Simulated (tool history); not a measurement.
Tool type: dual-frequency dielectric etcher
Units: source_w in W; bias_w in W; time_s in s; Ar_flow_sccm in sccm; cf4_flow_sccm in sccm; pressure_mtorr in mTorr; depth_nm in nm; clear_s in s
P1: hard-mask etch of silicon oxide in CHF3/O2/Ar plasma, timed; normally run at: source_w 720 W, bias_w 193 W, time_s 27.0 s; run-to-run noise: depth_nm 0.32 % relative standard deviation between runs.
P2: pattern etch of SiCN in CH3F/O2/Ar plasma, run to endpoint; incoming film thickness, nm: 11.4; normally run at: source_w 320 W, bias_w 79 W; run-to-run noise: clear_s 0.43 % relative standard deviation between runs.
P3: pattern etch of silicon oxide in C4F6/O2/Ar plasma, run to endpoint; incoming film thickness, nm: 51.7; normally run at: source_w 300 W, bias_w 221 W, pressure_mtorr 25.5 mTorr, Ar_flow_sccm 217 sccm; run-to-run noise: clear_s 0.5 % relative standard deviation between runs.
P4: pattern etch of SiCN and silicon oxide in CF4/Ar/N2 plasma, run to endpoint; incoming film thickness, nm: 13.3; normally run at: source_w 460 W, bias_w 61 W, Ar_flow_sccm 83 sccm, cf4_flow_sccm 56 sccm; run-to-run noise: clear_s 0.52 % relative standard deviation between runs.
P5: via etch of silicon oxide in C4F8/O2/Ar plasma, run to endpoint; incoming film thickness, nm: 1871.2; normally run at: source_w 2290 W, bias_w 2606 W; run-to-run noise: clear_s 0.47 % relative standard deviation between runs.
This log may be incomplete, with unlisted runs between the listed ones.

| run | day | process | source_w | bias_w | time_s | Ar_flow_sccm | cf4_flow_sccm | pressure_mtorr | hours since the last wet clean | hours since the last source power generator calibration | hours since the last bias power generator calibration | depth_nm | clear_s |
|---|---|---|---|---|---|---|---|---|---|---|---|---|---|
| 1 | 0.150 | P1 | 720 | 193 | 27.0 |  |  |  | 111.1 | 2104.9 | 314.7 | 59.777 |  |
| 2 | 0.329 | P1 | 720 | 193 | 27.0 |  |  |  | 115.4 | 2109.2 | 319.0 | 59.815 |  |
| 3 | 0.479 | P4 | 460 | 81 |  | 83 | 56 |  | 119.0 | 2112.8 | 322.6 |  | 14.272 |
| 4 | 0.617 | P1 | 720 | 152 | 27.0 |  |  |  | 122.3 | 2116.1 | 325.9 | 54.852 |  |
| 5 | 0.754 | P3 | 300 | 221 |  | 217 |  | 31.0 | 125.6 | 2119.4 | 329.2 |  | 16.420 |
| 6 | 0.975 | P1 | 420 | 193 | 27.0 |  |  |  | 130.9 | 2124.7 | 334.5 | 48.456 |  |
| 7 | 1.146 | P5 | 2290 | 2606 |  |  |  |  | 135.0 | 2128.8 | 338.6 |  | 323.280 |
| 8 | 1.346 | P4 | 460 | 61 |  | 83 | 43 |  | 139.8 | 2133.6 | 343.4 |  | 16.434 |
| 9 | 1.546 | P2 | 320 | 45 |  |  |  |  | 144.6 | 2138.4 | 348.2 |  | 39.557 |
| 10 | 1.679 | P4 | 340 | 61 |  | 83 | 56 |  | 147.8 | 2141.6 | 351.4 |  | 20.686 |
| 11 | 1.850 | P5 | 1400 | 2606 |  |  |  |  | 151.9 | 2145.7 | 355.5 |  | 391.770 |
| 12 | 1.983 | P1 | 720 | 193 | 27.0 |  |  |  | 155.1 | 2148.9 | 358.7 | 59.601 |  |
| 13 | 2.142 | P5 | 2290 | 2606 |  |  |  |  | 158.9 | 2152.7 | 362.5 |  | 321.760 |
| 14 | 2.308 | P1 | 720 | 250 | 27.0 |  |  |  | 162.9 | 2156.7 | 366.5 | 64.791 |  |
| 15 | 2.538 | P3 | 300 | 303 |  | 217 |  | 25.5 | 168.4 | 2162.2 | 372.0 |  | 14.354 |
| 16 | 2.712 | P1 | 720 | 193 | 27.0 |  |  |  | 172.6 | 2166.4 | 376.2 | 59.965 |  |
| 17 | 2.950 | P2 | 450 | 79 |  |  |  |  | 178.3 | 2172.1 | 381.9 |  | 28.803 |
| 18 | 3.121 | P1 | 960 | 193 | 27.0 |  |  |  | 182.4 | 2176.2 | 386.0 | 66.914 |  |
|  | 3.229 | wet clean of the chamber |
| 19 | 3.312 | P4 | 460 | 61 |  | 83 | 56 |  | 2.1 | 2180.8 | 390.6 |  | 15.574 |
| 20 | 3.442 | P3 | 190 | 221 |  | 217 |  | 25.5 | 5.2 | 2183.9 | 393.7 |  | 19.209 |
| 21 | 3.654 | P1 | 720 | 193 | 18.0 |  |  |  | 10.3 | 2189.0 | 398.8 | 39.859 |  |
| 22 | 3.792 | P2 | 320 | 79 |  |  |  |  | 13.6 | 2192.3 | 402.1 |  | 32.782 |
| 23 | 3.988 | P5 | 2290 | 3336 |  |  |  |  | 18.3 | 2197.0 | 406.8 |  | 298.370 |
| 24 | 4.125 | P1 | 720 | 193 | 27.0 |  |  |  | 21.6 | 2200.3 | 410.1 | 59.670 |  |
| 25 | 4.333 | P1 | 720 | 193 | 27.0 |  |  |  | 26.6 | 2205.3 | 415.1 | 59.732 |  |
| 26 | 4.512 | P1 | 720 | 193 | 33.0 |  |  |  | 30.9 | 2209.6 | 419.4 | 72.640 |  |
| 27 | 4.633 | P2 | 320 | 79 |  |  |  |  | 33.8 | 2212.5 | 422.3 |  | 32.880 |
| 28 | 4.854 | P3 | 300 | 221 |  | 217 |  | 25.5 | 39.1 | 2217.8 | 427.6 |  | 16.079 |
| 29 | 5.012 | P3 | 300 | 221 |  | 157 |  | 25.5 | 42.9 | 2221.6 | 431.4 |  | 15.539 |
| 30 | 5.250 | P4 | 460 | 61 |  | 50 | 56 |  | 48.6 | 2227.3 | 437.1 |  | 14.622 |
| 31 | 5.358 | P1 | 720 | 250 | 20.5 |  |  |  | 51.2 | 2229.9 | 439.7 | 49.311 |  |
| 32 | 5.592 | P1 | 720 | 193 | 27.0 |  |  |  | 56.8 | 2235.5 | 445.3 | 59.998 |  |
| 33 | 5.800 | P1 | 720 | 193 | 27.0 |  |  |  | 61.8 | 2240.5 | 450.3 | 60.077 |  |
| 34 | 5.942 | P1 | 720 | 193 | 27.0 |  |  |  | 65.2 | 2243.9 | 453.7 | 60.508 |  |
|  | 5.962 | wet clean of the chamber |
| 35 | 6.050 | P1 | 720 | 193 | 27.0 |  |  |  | 2.2 | 2246.5 | 456.3 | 60.553 |  |
| 36 | 6.296 | P1 | 720 | 193 | 27.0 |  |  |  | 8.1 | 2252.4 | 462.2 | 60.430 |  |
| 37 | 6.450 | P1 | 720 | 193 | 27.0 |  |  |  | 11.8 | 2256.1 | 465.9 | 60.614 |  |
| 38 | 6.571 | P1 | 720 | 193 | 27.0 |  |  |  | 14.7 | 2259.0 | 468.8 | 60.602 |  |

The output of P1 has drifted from where it used to be. Each of the 2 causes below, taken at the size shown beside it, accounts for the log equally well:
A: source power that arrives over what is set, % = 4.32
B: bias power that arrives over what is set, % = 4.9
The creep began at about day 5.592.
Ruled out, with reasons:
chamber walls in a state that raises the etch rate, %: work on it at day 5.962, done after the drift set in, did not restore what the process gave before

Which of the check runs below tells the causes apart, meaning the causes would give it clearly different results? Each run uses 5 wafers whose results are averaged, and each result is shown as a question mark.
| check 1 | 6.692 | P5 | 1450 | 3194 |  |  |  |  |  |  |  |  | ? |
| check 2 | 6.692 | P4 | 460 | 70 |  | 83 | 48 |  |  |  |  |  | ? |
| check 3 | 6.692 | P3 | 210 | 295 |  | 217 |  | 25.5 |  |  |  |  | ? |
| check 4 | 6.692 | P2 | 440 | 54 |  |  |  |  |  |  |  |  | ? |

What every check run would give for each of its results, assuming each possible cause in turn:
| check | result | if A | if B |
|---|---|---|---|
| check 1 | clear_s | 357.310 | 357.640 |
| check 2 | clear_s | 14.830 | 15.139 |
| check 3 | clear_s | 16.388 | 16.364 |
| check 4 | clear_s | 32.601 | 32.618 |
Separation of the two closest causes in each check, using whichever result separates them best: check 1 0.09 %; check 2 2.06 %; check 3 0.15 %; check 4 0.05 %
Of the check runs offered, only check 2 discriminates between the causes; the rest would read about the same regardless of which cause applies.

Check 2 was carried out, with these results: clear_s 14.888 s. Which of the listed causes is responsible?

The correct cause is A, namely: source power that arrives over what is set, %.

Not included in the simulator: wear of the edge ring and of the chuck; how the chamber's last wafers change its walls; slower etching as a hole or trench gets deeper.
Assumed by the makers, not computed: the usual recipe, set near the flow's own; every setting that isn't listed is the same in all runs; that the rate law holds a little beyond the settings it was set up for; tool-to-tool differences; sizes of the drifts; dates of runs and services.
